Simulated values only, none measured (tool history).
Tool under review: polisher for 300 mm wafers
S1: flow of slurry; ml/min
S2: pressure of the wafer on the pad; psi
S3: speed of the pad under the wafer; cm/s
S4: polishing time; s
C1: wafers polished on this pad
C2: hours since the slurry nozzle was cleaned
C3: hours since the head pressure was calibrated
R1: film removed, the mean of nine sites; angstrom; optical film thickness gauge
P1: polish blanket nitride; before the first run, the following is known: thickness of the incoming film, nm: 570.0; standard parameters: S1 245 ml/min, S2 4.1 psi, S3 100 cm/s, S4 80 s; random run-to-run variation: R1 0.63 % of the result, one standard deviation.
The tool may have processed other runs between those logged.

run   hour   S1   S2   S3   S4    C1     C2     C3      R1
  1   10.7  245  4.1  100   80   648  295.2  302.4  1533.5
  2   18.9  245  4.1  100   80   703  303.4  310.6    1550
  3   26.1  245  4.1  100   80   752  310.6  317.8  1552.6
  4   32.6  245  4.1  100   80   796  317.1  324.3  1530.7
  5   41.4  245  4.1  148  112   856  325.9  333.1    2960
  6   51.1  245  1.8  100   80   921  335.6  342.8  672.57
  7   60.4  245  4.1  158   80   984  344.9  352.1  2241.1
  8   65.8  245    3   58   80  1021  350.3  357.5  728.65
  9   73.9  245  4.1  100  118  1076  358.4  365.6  2277.1
 10     82  245  4.1  100   80  1131  366.5  373.7  1548.1
 11   89.8  350  4.1  100   80  1183  374.3  381.5  1593.2
 12   99.2  245  4.1   50   80  1247  383.7  390.9  893.86
 13  104.5  245  5.5  100   80  1283    389  396.2  2079.9
 14  111.9  245  4.1  100   51  1333  396.4  403.6  978.52
 15  121.2  145  4.1  100   80  1396  405.7  412.9  1423.5
 16  125.9  245  4.1  100   80  1428  410.4  417.6  1528.7
 17  131.7  245  4.1  100   80  1467  416.2  423.4  1507.4
 18  138.1  245  4.1  100   80  1510  422.6  429.8  1518.1
 19  144.6  245  4.1  100   80  1554  429.1  436.3  1507.8
     149.2  -- head pressure recalibrated
 20  153.4  245  4.1  100   80  1614  437.9    4.2  1485.6
 21  158.5  245  4.1  100   80  1649    443    9.3  1481.4
 22    166  245  4.1  100   80  1699  450.5   16.8  1488.6
 23  175.1  245  4.1  100   80  1761  459.6   25.9  1476.7
 24  181.2  245  4.1  100   80  1802  465.7     32  1482.6

What P1 gives has crept off from where it sat before. The 2 causes that follow fit the log equally well, each at the size noted:
A: removal rate lost through wear of the pad, % = 4.36
B: slurry flow missing at the pad, % = 29
The onset of the drift is placed at about hour 125.9.
Other possible causes, and why each is ruled out:
head's pressure below its setpoint, %: work on it at hour 149.2, done after the drift set in, did not restore what the process gave before

Of the 4 check runs below, each run on 5 wafers with the results averaged and each result still a question mark, which one would tell the listed causes apart?
check 1  187.3  245  5.1  100  80               ?
check 2  187.3  245  2.7  100  80               ?
check 3  187.3  160  4.1  100  80               ?
check 4  187.3  245  5.3   60  80               ?

Predicted outcomes, by check and by cause:
  check  result    if A    if B
check 1      R1  1838.2  1838.2
check 2      R1  973.18  973.14
check 3      R1  1394.7  1364.8
check 4      R1  1269.5  1269.4
Smallest distance between any two causes, each pair judged by its most separating result, in per cent: check 1 0 %; check 2 0 %; check 3 2.17 %; check 4 0 %
The causes can be told apart only by check 3. The other checks would give nearly the same results under each of them.

Check 3 was then run and gave: R1 1363.4 angstrom. Which cause is it?

The cause is B: slurry flow missing at the pad, %.
